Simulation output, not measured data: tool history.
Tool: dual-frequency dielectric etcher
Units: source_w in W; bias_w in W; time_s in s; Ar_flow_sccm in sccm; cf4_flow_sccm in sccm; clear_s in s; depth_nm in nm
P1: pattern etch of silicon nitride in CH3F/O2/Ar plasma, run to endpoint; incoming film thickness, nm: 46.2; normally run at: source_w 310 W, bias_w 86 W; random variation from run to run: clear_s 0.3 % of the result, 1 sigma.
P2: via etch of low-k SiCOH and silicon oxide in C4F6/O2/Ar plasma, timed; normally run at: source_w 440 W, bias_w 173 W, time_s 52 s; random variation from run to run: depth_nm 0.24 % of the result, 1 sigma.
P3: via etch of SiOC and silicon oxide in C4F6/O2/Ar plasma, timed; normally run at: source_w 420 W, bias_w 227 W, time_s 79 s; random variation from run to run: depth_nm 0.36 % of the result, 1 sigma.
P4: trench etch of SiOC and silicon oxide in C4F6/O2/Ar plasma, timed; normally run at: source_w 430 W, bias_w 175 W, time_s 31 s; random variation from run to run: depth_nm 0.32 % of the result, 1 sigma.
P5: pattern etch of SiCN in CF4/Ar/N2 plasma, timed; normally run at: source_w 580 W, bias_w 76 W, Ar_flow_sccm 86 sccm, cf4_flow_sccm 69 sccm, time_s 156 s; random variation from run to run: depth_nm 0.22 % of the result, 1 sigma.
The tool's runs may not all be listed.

run,hour,process,source_w,bias_w,time_s,Ar_flow_sccm,cf4_flow_sccm,hours since the last wet clean,hours since the last source power generator calibration,hours since the last bias power generator calibration,clear_s,depth_nm
1,11,P1,310,86,,,,273.8,2195.8,1218.9,70.446,
2,17.9,P3,420,227,111,,,280.7,2202.7,1225.8,,139.65
3,23.6,P3,580,227,79,,,286.4,2208.4,1231.5,,113.57
4,31.8,P5,480,76,156,86,69,294.6,2216.6,1239.7,,147.69
5,39.7,P4,430,175,31,,,302.5,2224.5,1247.6,,63.218
6,49.2,P1,310,86,,,,312,2234,1257.1,70.567,
7,58.7,P5,580,76,156,59,69,321.5,2243.5,1266.6,,184.66
8,70.5,P1,310,86,,,,333.3,2255.3,1278.4,70.673,
9,77.6,P5,580,76,156,86,69,340.4,2262.4,1285.5,,175.53
10,89.1,P1,210,86,,,,351.9,2273.9,1297,81.657,
11,100.8,P5,580,76,234.5,86,69,363.6,2285.6,1308.7,,262.29
12,109.7,P3,420,227,79,,,372.5,2294.5,1317.6,,98.978
13,116.5,P1,310,86,,,,379.3,2301.3,1324.4,71.06,
14,128.2,P2,440,173,52,,,391,2313,1336.1,,128.98
15,135.6,P3,420,227,79,,,398.4,2320.4,1343.5,,99.988
16,141.7,P3,420,298,79,,,404.5,2326.5,1349.6,,109.74
17,152.5,P1,430,86,,,,415.3,2337.3,1360.4,62.509,
18,161,P1,240,68,,,,423.8,2345.8,1368.9,84.009,
19,173.2,P4,560,175,31,,,436,2358,1381.1,,69.647
20,182.8,P5,580,90,156,86,69,445.6,2367.6,1390.7,,185.75
21,188.6,P1,310,69,,,,451.4,2373.4,1396.5,75.932,
22,196.4,P1,310,86,,,,459.2,2381.2,1404.3,70.427,
23,206.5,P1,310,115,,,,469.3,2391.3,1414.4,63.247,
24,214.2,P2,520,173,52,,,477,2399,1422.1,,137.92
25,225.9,P5,580,76,156,86,87,488.7,2410.7,1433.8,,180.53
26,233,P2,440,173,28.5,,,495.8,2417.8,1440.9,,70.501
27,239.9,P1,400,63,,,,502.7,2424.7,1447.8,71.358,
28,246.2,P4,430,175,46.5,,,509,2431,1454.1,,94.388
29,253,P4,430,215,31,,,515.8,2437.8,1460.9,,67.188
30,260.2,P2,440,103,52,,,523,2445,1468.1,,110.76
31,268.6,P1,310,86,,,,531.4,2453.4,1476.5,70.223,
32,276,P1,310,86,,,,538.8,2460.8,1483.9,70.078,
33,285.2,P1,310,86,,,,548,2470,1493.1,70.162,
34,294.4,P1,310,86,,,,557.2,2479.2,1502.3,69.941,
35,302.7,P1,310,86,,,,565.5,2487.5,1510.6,69.619,
36,314.4,P1,310,86,,,,577.2,2499.2,1522.3,69.654,
37,322.7,P1,310,86,,,,585.5,2507.5,1530.6,70.095,
38,332.4,P1,310,86,,,,595.2,2517.2,1540.3,69.589,
# hour 335.4: wet clean of the chamber
39,338.2,P1,310,86,,,,2.9,2523,1546.1,69.839,
40,350.7,P1,310,86,,,,15.4,2535.5,1558.6,69.507,
41,362.9,P1,310,86,,,,27.6,2547.7,1570.8,69.367,
42,372.5,P1,310,86,,,,37.2,2557.3,1580.4,69.628,

What P1 gives has crept away from where it was. These 2 causes fit the log equally well, each at the size given:
A: source power that arrives over what is set, % = 4.13
B: bias power that arrives over what is set, % = 4.24
The creep began at about hour 268.6.
Why every other cause is out:
chamber walls in a state that raises the etch rate, %: serviced at hour 335.4, which brought nothing back

4 check runs are offered, one wafer each, their results left as question marks. Which one tells the causes apart?
check 1,382.1,P4,430,175,37.5,,,,,,,?
check 2,382.1,P2,440,146,39,,,,,,,?
check 3,382.1,P5,490,76,156,72,69,,,,,?
check 4,382.1,P3,570,275,79,,,,,,,?

What each check would give under each cause:
check,result,if A,if B
check 1,depth_nm,77.473,77.259
check 2,depth_nm,93.218,92.889
check 3,depth_nm,160.34,156.88
check 4,depth_nm,121.36,121.22
How far apart the two closest causes lie, in the result that separates them most: check 1 0.28 %; check 2 0.35 %; check 3 2.18 %; check 4 0.12 %
Check 3 tells the causes apart: in the others they would give nearly the same result.

Then check 3 was run and gave: depth_nm 160.47 nm. Which cause is it?

It is A: source power that arrives over what is set, %.

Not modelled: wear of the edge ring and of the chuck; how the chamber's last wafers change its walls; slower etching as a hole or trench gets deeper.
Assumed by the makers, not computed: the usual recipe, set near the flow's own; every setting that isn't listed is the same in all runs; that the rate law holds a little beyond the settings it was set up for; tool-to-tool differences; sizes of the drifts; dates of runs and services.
